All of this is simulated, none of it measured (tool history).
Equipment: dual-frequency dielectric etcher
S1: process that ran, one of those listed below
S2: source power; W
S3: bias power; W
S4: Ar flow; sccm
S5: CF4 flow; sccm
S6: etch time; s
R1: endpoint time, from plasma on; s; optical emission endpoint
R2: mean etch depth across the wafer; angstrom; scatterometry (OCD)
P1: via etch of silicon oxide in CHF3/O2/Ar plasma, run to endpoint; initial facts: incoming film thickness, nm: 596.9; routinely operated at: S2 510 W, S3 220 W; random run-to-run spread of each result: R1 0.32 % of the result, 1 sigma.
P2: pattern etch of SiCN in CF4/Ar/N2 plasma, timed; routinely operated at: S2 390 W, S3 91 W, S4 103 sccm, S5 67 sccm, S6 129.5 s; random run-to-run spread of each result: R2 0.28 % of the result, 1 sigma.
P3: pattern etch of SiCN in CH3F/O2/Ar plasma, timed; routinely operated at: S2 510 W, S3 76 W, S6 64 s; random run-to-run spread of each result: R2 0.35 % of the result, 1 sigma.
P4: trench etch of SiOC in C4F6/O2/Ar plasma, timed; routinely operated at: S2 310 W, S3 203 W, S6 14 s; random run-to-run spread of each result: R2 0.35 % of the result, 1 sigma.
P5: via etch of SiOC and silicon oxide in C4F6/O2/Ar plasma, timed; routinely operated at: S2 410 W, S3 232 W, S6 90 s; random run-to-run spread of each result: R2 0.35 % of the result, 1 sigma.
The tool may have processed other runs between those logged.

run	hour	S1	S2	S3	S4	S5	S6	R1	R2
1	5.8	P1	510	220				287.62	
2	18.4	P1	620	160				296.75	
3	24.6	P2	390	91	103	47	129.5		1004.1
4	34.9	P5	410	232			90		1100.7
5	47.6	P1	510	271				266.88	
6	54	P2	390	122	103	67	129.5		1180.3
7	59.6	P1	510	220				287.7	
8	69.2	P5	410	232			90		1106.1
9	81.4	P1	510	220				288.97	
# hour 87.4: wet clean of the chamber
10	90.4	P3	510	76			64		267.67
11	99.7	P2	480	91	103	67	129.5		1267.9
12	110.4	P4	190	203			14		229.07
13	121.3	P1	380	220				321.03	
14	131.4	P1	510	220				288.01	
# hour 137: source power generator calibrated
15	139.4	P5	410	313			90		1220.3
16	146.5	P3	510	76			35		145.12
17	157.2	P5	410	232			51.5		630.59
18	164.4	P2	390	91	103	67	129.5		1056.6
19	176.3	P3	510	58			64		243.12
20	187.9	P5	270	232			90		936.57
21	195.7	P1	510	220				287.9	
# hour 200.7: bias power generator calibrated
22	206.6	P1	660	220				259.9	
23	214.2	P2	390	91	75	67	129.5		1104.6
24	222.7	P2	390	91	103	67	170.5		1389.1
25	235.4	P4	310	139			14		243.2
26	244.3	P1	510	220				288.91	
27	252.6	P4	310	203			14		273.46
28	260.7	P1	510	163				319.74	
29	272.6	P3	640	76			64		290.89
30	280.7	P4	310	203			18.5		363.54
31	287.2	P1	640	298				236.37	
32	297.7	P1	510	220				286.96	
33	304.3	P1	510	220				289.58	
34	315.2	P1	510	220				291.81	
35	326.2	P1	510	220				291.46	
36	333.3	P1	510	220				292.51	
37	346	P1	510	220				292.49	
# hour 347.4: wet clean of the chamber
38	354.1	P1	510	220				292.7	
39	362.4	P1	510	220				293.16	
40	375.2	P1	510	220				292.53	

Something has made what P1 gives creep away from where it was; the 2 causes below, each at its own stated size, fit the log equally well:
A: source power that arrives under what is set, % = 4.16
B: bias power that arrives under what is set, % = 4.45
The process output started creeping at around hour 297.7.
Other possible causes, and why each is ruled out:
chamber walls in a state that lowers the etch rate, %: maintenance at hour 347.4, after the shift began, did not return the process to its former output

Below are 4 check runs, each on a single wafer, with their results shown as question marks. Which of them would tell the listed causes apart, meaning the causes would give clearly different results under it?
check 1	388	P5	410	232			90		?
check 2	388	P3	510	76			64		?
check 3	388	P4	310	203			14		?
check 4	388	P2	390	91	103	67	129.5		?

Predicted outcomes, by check and by cause:
check	result	if A	if B
check 1	R2	1083	1084
check 2	R2	262.53	262.56
check 3	R2	270.9	271.26
check 4	R2	1020.1	1041
Per-check spread between the two closest causes, in the result where they differ most: check 1 0.09 %; check 2 0.01 %; check 3 0.14 %; check 4 2.02 %
Of the check runs offered, only check 4 discriminates between the causes; the rest would read about the same regardless of which cause applies.

Here is what check 4 returned: R2 1039.5 angstrom. Which cause is it?

It is B: bias power that arrives under what is set, %.
